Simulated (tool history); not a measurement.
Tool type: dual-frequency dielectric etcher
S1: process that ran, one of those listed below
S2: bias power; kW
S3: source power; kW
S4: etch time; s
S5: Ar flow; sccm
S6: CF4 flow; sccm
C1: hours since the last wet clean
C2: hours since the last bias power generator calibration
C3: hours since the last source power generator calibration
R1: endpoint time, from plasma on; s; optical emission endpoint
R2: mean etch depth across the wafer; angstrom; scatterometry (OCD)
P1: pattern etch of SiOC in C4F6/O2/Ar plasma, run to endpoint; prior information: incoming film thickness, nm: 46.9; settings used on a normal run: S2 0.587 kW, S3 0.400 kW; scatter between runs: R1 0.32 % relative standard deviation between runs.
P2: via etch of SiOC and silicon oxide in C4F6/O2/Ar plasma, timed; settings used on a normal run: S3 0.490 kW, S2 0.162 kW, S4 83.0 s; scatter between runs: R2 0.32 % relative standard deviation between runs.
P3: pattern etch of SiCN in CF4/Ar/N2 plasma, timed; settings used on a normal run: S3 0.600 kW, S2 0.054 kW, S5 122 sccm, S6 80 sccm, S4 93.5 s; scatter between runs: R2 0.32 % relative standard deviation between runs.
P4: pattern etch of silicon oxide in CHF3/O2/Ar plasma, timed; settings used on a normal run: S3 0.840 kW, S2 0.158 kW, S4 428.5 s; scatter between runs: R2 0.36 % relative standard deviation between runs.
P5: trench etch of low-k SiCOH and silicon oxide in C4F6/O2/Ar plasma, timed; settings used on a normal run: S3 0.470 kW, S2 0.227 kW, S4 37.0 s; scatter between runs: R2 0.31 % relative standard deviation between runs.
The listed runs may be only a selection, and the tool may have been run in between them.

Run 1, day 0.171: S1 P1, S2 0.587 kW, S3 0.400 kW; C1 280.7; C2 1563.5; C3 2069.1. Result: R1 14.892 s.
Run 2, day 0.300: S1 P2, S2 0.106 kW, S3 0.490 kW, S4 83.0 s; C1 283.8; C2 1566.6; C3 2072.2. Result: R2 866.75 angstrom.
Run 3, day 0.546: S1 P1, S2 0.415 kW, S3 0.290 kW; C1 289.7; C2 1572.5; C3 2078.1. Result: R1 19.105 s.
Run 4, day 0.704: S1 P1, S2 0.805 kW, S3 0.400 kW; C1 293.5; C2 1576.3; C3 2081.9. Result: R1 13.210 s.
Run 5, day 0.908: S1 P1, S2 0.587 kW, S3 0.400 kW; C1 298.4; C2 1581.2; C3 2086.8. Result: R1 14.875 s.
Run 6, day 1.021: S1 P5, S2 0.162 kW, S3 0.470 kW, S4 37.0 s; C1 301.1; C2 1583.9; C3 2089.5. Result: R2 1224.50 angstrom.
Run 7, day 1.242: S1 P1, S2 0.587 kW, S3 0.400 kW; C1 306.4; C2 1589.2; C3 2094.8. Result: R1 14.966 s.
Run 8, day 1.442: S1 P5, S2 0.227 kW, S3 0.470 kW, S4 26.0 s; C1 311.2; C2 1594.0; C3 2099.6. Result: R2 962.11 angstrom.
Run 9, day 1.625: S1 P3, S2 0.054 kW, S3 0.600 kW, S4 134.5 s, S5 122 sccm, S6 80 sccm; C1 315.6; C2 1598.4; C3 2104.0. Result: R2 1369.10 angstrom.
Run 10, day 1.775: S1 P1, S2 0.587 kW, S3 0.400 kW; C1 319.2; C2 1602.0; C3 2107.6. Result: R1 14.833 s.
Run 11, day 2.029: S1 P4, S2 0.158 kW, S3 0.840 kW, S4 428.5 s; C1 325.3; C2 1608.1; C3 2113.7. Result: R2 9336.10 angstrom.
Run 12, day 2.204: S1 P4, S2 0.158 kW, S3 1.130 kW, S4 428.5 s; C1 329.5; C2 1612.3; C3 2117.9. Result: R2 10461.00 angstrom.
Run 13, day 2.458: S1 P1, S2 0.587 kW, S3 0.500 kW; C1 335.6; C2 1618.4; C3 2124.0. Result: R1 13.762 s.
Run 14, day 2.571: S1 P5, S2 0.227 kW, S3 0.360 kW, S4 37.0 s; C1 338.3; C2 1621.1; C3 2126.7. Result: R2 1229.00 angstrom.
Run 15, day 2.692: S1 P3, S2 0.054 kW, S3 0.600 kW, S4 93.5 s, S5 122 sccm, S6 80 sccm; C1 341.2; C2 1624.0; C3 2129.6. Result: R2 950.81 angstrom.
Run 16, day 2.929: S1 P4, S2 0.102 kW, S3 0.840 kW, S4 428.5 s; C1 346.9; C2 1629.7; C3 2135.3. Result: R2 8202.60 angstrom.
Run 17, day 3.088: S1 P4, S2 0.158 kW, S3 0.840 kW, S4 271.5 s; C1 350.7; C2 1633.5; C3 2139.1. Result: R2 5952.40 angstrom.
At day 3.171: bias power generator calibrated.
Run 18, day 3.312: S1 P1, S2 0.587 kW, S3 0.250 kW; C1 356.1; C2 3.5; C3 2144.5. Result: R1 17.765 s.
Run 19, day 3.550: S1 P3, S2 0.065 kW, S3 0.600 kW, S4 93.5 s, S5 122 sccm, S6 80 sccm; C1 361.8; C2 9.2; C3 2150.2. Result: R2 1011.90 angstrom.
Run 20, day 3.729: S1 P2, S2 0.162 kW, S3 0.490 kW, S4 106.5 s; C1 366.1; C2 13.5; C3 2154.5. Result: R2 1253.00 angstrom.
Run 21, day 3.888: S1 P1, S2 0.587 kW, S3 0.400 kW; C1 369.9; C2 17.3; C3 2158.3. Result: R1 14.887 s.
Run 22, day 4.108: S1 P1, S2 0.587 kW, S3 0.400 kW; C1 375.2; C2 22.6; C3 2163.6. Result: R1 14.928 s.
Run 23, day 4.300: S1 P4, S2 0.158 kW, S3 0.840 kW, S4 428.5 s; C1 379.8; C2 27.2; C3 2168.2. Result: R2 9326.90 angstrom.
Run 24, day 4.504: S1 P5, S2 0.227 kW, S3 0.470 kW, S4 37.0 s; C1 384.7; C2 32.1; C3 2173.1. Result: R2 1358.10 angstrom.
Run 25, day 4.692: S1 P3, S2 0.054 kW, S3 0.430 kW, S4 93.5 s, S5 122 sccm, S6 80 sccm; C1 389.2; C2 36.6; C3 2177.6. Result: R2 707.42 angstrom.
Run 26, day 4.888: S1 P5, S2 0.227 kW, S3 0.470 kW, S4 37.0 s; C1 393.9; C2 41.3; C3 2182.3. Result: R2 1365.20 angstrom.
Run 27, day 5.079: S1 P2, S2 0.162 kW, S3 0.490 kW, S4 83.0 s; C1 398.5; C2 45.9; C3 2186.9. Result: R2 979.96 angstrom.
Run 28, day 5.329: S1 P1, S2 0.807 kW, S3 0.540 kW; C1 404.5; C2 51.9; C3 2192.9. Result: R1 11.771 s.
Run 29, day 5.588: S1 P3, S2 0.054 kW, S3 0.600 kW, S4 93.5 s, S5 77 sccm, S6 80 sccm; C1 410.7; C2 58.1; C3 2199.1. Result: R2 1029.20 angstrom.
Run 30, day 5.796: S1 P1, S2 0.775 kW, S3 0.550 kW; C1 415.7; C2 63.1; C3 2204.1. Result: R1 11.860 s.
Run 31, day 5.912: S1 P1, S2 0.340 kW, S3 0.400 kW; C1 418.5; C2 65.9; C3 2206.9. Result: R1 18.170 s.
Run 32, day 6.158: S1 P3, S2 0.054 kW, S3 0.600 kW, S4 93.5 s, S5 122 sccm, S6 105 sccm; C1 424.4; C2 71.8; C3 2212.8. Result: R2 999.03 angstrom.
Run 33, day 6.404: S1 P2, S2 0.162 kW, S3 0.350 kW, S4 83.0 s; C1 430.3; C2 77.7; C3 2218.7. Result: R2 858.45 angstrom.
Run 34, day 6.617: S1 P1, S2 0.587 kW, S3 0.400 kW; C1 435.4; C2 82.8; C3 2223.8. Result: R1 14.842 s.
Run 35, day 6.733: S1 P1, S2 0.587 kW, S3 0.400 kW; C1 438.2; C2 85.6; C3 2226.6. Result: R1 14.934 s.
Run 36, day 6.992: S1 P1, S2 0.587 kW, S3 0.400 kW; C1 444.4; C2 91.8; C3 2232.8. Result: R1 15.014 s.
Run 37, day 7.129: S1 P1, S2 0.587 kW, S3 0.400 kW; C1 447.7; C2 95.1; C3 2236.1. Result: R1 15.089 s.
Run 38, day 7.308: S1 P1, S2 0.587 kW, S3 0.400 kW; C1 452.0; C2 99.4; C3 2240.4. Result: R1 15.034 s.
Run 39, day 7.529: S1 P1, S2 0.587 kW, S3 0.400 kW; C1 457.3; C2 104.7; C3 2245.7. Result: R1 15.177 s.
At day 7.662: wet clean of the chamber.
Run 40, day 7.754: S1 P1, S2 0.587 kW, S3 0.400 kW; C1 2.2; C2 110.1; C3 2251.1. Result: R1 15.166 s.
Run 41, day 7.946: S1 P1, S2 0.587 kW, S3 0.400 kW; C1 6.8; C2 114.7; C3 2255.7. Result: R1 15.264 s.
Run 42, day 8.058: S1 P1, S2 0.587 kW, S3 0.400 kW; C1 9.5; C2 117.4; C3 2258.4. Result: R1 15.117 s.
Run 43, day 8.192: S1 P1, S2 0.587 kW, S3 0.400 kW; C1 12.7; C2 120.6; C3 2261.6. Result: R1 15.221 s.
Run 44, day 8.338: S1 P1, S2 0.587 kW, S3 0.400 kW; C1 16.2; C2 124.1; C3 2265.1. Result: R1 15.107 s.
Run 45, day 8.500: S1 P1, S2 0.587 kW, S3 0.400 kW; C1 20.1; C2 128.0; C3 2269.0. Result: R1 15.257 s.

What P1 gives has crept away from where it was. These 2 causes fit the log equally well, each at the size given:
A: bias power that arrives under what is set, % = 4.61
B: source power that arrives under what is set, % = 4.79
The process output started creeping at around day 6.617.
Every other cause this tool's parts could produce, and why it does not fit the log:
chamber walls in a state that lowers the etch rate, %: work on it at day 7.662, done after the drift set in, did not restore what the process gave before

4 check runs are offered, one wafer each, their results left as question marks. Which one tells the causes apart?
Run check 1, day 8.662: S1 P2, S2 0.162 kW, S3 0.490 kW, S4 83.0 s. Result: R2 ?.
Run check 2, day 8.662: S1 P3, S2 0.054 kW, S3 0.600 kW, S4 93.5 s, S5 122 sccm, S6 80 sccm. Result: R2 ?.
Run check 3, day 8.662: S1 P5, S2 0.227 kW, S3 0.470 kW, S4 37.0 s. Result: R2 ?.
Run check 4, day 8.662: S1 P4, S2 0.158 kW, S3 0.840 kW, S4 428.5 s. Result: R2 ?.

Expected result of each check under each candidate cause:
  check  result     if A     if B
check 1      R2   963.88   959.40
check 2      R2   938.06   911.73
check 3      R2  1344.10  1339.40
check 4      R2  9211.50  9174.00
Gap, in per cent, between the two causes that each check separates least, read from the result that separates them most: check 1 0.47 %; check 2 2.85 %; check 3 0.35 %; check 4 0.41 %
Only check 2 tells the causes apart: in the others they would give nearly the same result.

Running check 2 produced the following: R2 913.61 angstrom. Which one of the listed causes fits?

Of the candidate causes, it is B: source power that arrives under what is set, %.
